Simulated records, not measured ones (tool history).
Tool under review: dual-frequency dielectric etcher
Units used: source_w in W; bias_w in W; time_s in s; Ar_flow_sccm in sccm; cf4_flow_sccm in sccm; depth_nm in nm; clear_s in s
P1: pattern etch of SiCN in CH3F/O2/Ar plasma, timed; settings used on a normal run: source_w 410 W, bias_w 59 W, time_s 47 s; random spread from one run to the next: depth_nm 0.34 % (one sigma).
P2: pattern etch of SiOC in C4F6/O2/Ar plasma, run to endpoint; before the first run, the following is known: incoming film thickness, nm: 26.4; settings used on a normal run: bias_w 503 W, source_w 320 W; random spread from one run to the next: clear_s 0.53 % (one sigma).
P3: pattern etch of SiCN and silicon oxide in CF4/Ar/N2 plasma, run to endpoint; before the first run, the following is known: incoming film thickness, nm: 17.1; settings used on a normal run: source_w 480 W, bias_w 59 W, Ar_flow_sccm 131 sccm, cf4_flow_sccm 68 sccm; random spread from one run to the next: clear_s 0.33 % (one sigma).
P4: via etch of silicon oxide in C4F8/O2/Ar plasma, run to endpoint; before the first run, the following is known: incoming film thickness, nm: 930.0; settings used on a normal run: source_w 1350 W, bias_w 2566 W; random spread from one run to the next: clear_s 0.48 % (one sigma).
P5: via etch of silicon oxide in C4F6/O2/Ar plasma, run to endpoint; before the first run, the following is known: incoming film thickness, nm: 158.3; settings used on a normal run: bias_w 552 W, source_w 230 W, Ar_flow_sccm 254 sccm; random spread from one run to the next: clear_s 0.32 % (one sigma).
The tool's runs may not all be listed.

run   hour  process  source_w  bias_w  time_s  Ar_flow_sccm  cf4_flow_sccm  hours since the last wet clean  hours since the last source power generator calibration  hours since the last bias power generator calibration  depth_nm  clear_s
  1    7.2       P1       410      59      47                                                        204.6                                                   2113.8                                                  655.1    16.426
  2   12.4       P1       320      59      47                                                        209.8                                                     2119                                                  660.3    14.933
  3   18.5       P1       410      59    31.5                                                        215.9                                                   2125.1                                                  666.4    11.003
  4   25.7       P4       820    2566                                                                223.1                                                   2132.3                                                  673.6             243.64
  5   30.6       P3       570      59                   131             68                             228                                                   2137.2                                                  678.5             18.045
  6   35.9       P3       480      59                   131             68                           233.3                                                   2142.5                                                  683.8             21.049
  7     44       P5       230     721                   254                                          241.4                                                   2150.6                                                  691.9             36.355
  8   50.9       P1       410      59      47                                                        248.3                                                   2157.5                                                  698.8    16.477
  9   56.3       P1       410      59      47                                                        253.7                                                   2162.9                                                  704.2    16.387
 10   63.1       P2       320     503                                                                260.5                                                   2169.7                                                    711             9.6425
 11   68.5       P5       230     552                   254                                          265.9                                                   2175.1                                                  716.4             40.541
 12   75.9       P1       510      59      47                                                        273.3                                                   2182.5                                                  723.8    17.786
 13   85.3       P3       480      84                   131             68                           282.7                                                   2191.9                                                  733.2             18.554
 14     93       P1       410      59      47                                                        290.4                                                   2199.6                                                  740.9    16.365
 15   99.5       P1       410      59      47                                                        296.9                                                   2206.1                                                  747.4    16.436
 16  106.1       P4      1350    2566                                                                303.5                                                   2212.7                                                    754             199.46
 17  112.8       P2       320     503                                                                310.2                                                   2219.4                                                  760.7             9.7117
 18  121.9       P2       320     621                                                                319.3                                                   2228.5                                                  769.8             8.9053
 19  126.5       P2       200     503                                                                323.9                                                   2233.1                                                  774.4             11.495
 20  130.9       P5       160     552                   254                                          328.3                                                   2237.5                                                  778.8             46.191
 21  135.2       P1       410      47      61                                                        332.6                                                   2241.8                                                  783.1    19.778
 22  141.9       P1       410      36      47                                                        339.3                                                   2248.5                                                  789.8    14.021
 23  149.3       P3       480      59                   162             68                           346.7                                                   2255.9                                                  797.2             21.781
 24  156.5       P4      1350    2007                                                                353.9                                                   2263.1                                                  804.4              216.4
 25  164.1       P1       410      59      47                                                        361.5                                                   2270.7                                                    812    16.424
 26  169.7       P4      1350    2566                                                                367.1                                                   2276.3                                                  817.6             201.46
 27  178.7       P1       410      83      47                                                        376.1                                                   2285.3                                                  826.6    18.499
 28  182.8       P5       230     552                   147                                          380.2                                                   2289.4                                                  830.7              38.14
 29  189.5       P5       230     552                   254                                          386.9                                                   2296.1                                                  837.4             40.506
 30  194.6       P3       480      59                   131             89                             392                                                   2301.2                                                  842.5             20.174
 31  199.9       P1       410      59      69                                                        397.3                                                   2306.5                                                  847.8    24.077
 32  206.6       P1       410      59      47                                                          404                                                   2313.2                                                  854.5    16.456
 33  211.2       P1       410      59      47                                                        408.6                                                   2317.8                                                  859.1      16.3
 34    218       P1       410      59      47                                                        415.4                                                   2324.6                                                  865.9    16.282
 35    224       P1       410      59      47                                                        421.4                                                   2330.6                                                  871.9    16.205
 36  230.4       P1       410      59      47                                                        427.8                                                     2337                                                  878.3    16.189
     236.1  -- wet clean of the chamber
 37  236.8       P1       410      59      47                                                          0.8                                                   2343.4                                                  884.7    16.215
 38  245.8       P1       410      59      47                                                          9.8                                                   2352.4                                                  893.7    16.123
 39  250.7       P1       410      59      47                                                         14.7                                                   2357.3                                                  898.6    16.109

P1 has crept away from where it was. The log is fitted equally well by each of these 2 causes, at the sizes shown:
A: source power that arrives under what is set, % = 4.39
B: bias power that arrives under what is set, % = 4.98
The drift started at roughly hour 206.6.
Each remaining cause and why it is not a fit:
chamber walls in a state that lowers the etch rate, %: serviced at hour 236.1, after the change had begun; the process did not return to its earlier output

You are offered 4 check runs, listed below with question marks in place of their results; each one averages 2 wafers. Which run separates the listed causes by giving clearly different results for each?
check 1  255.6       P5       230     710                   201                                                                                                                                                                                 ?
check 2  255.6       P3       480      70                   131             68                                                                                                                                                                  ?
check 3  255.6       P4       870    2052                                                                                                                                                                                                       ?
check 4  255.6       P2       260     597                                                                                                                                                                                                       ?

Predicted outcomes, by check and by cause:
  check   result    if A    if B
check 1  clear_s  36.294  36.447
check 2  clear_s  20.622   20.18
check 3  clear_s  260.38  259.84
check 4  clear_s  9.9306  9.9658
Per check, the gap between the least separated pair of causes, taken in the result that splits them most: check 1 0.42 %; check 2 2.16 %; check 3 0.21 %; check 4 0.35 %
Check 2 tells the causes apart: in the others they would give nearly the same result.

Here is what check 2 returned: clear_s 20.104 s. Which cause is it?

The cause is B: bias power that arrives under what is set, %.
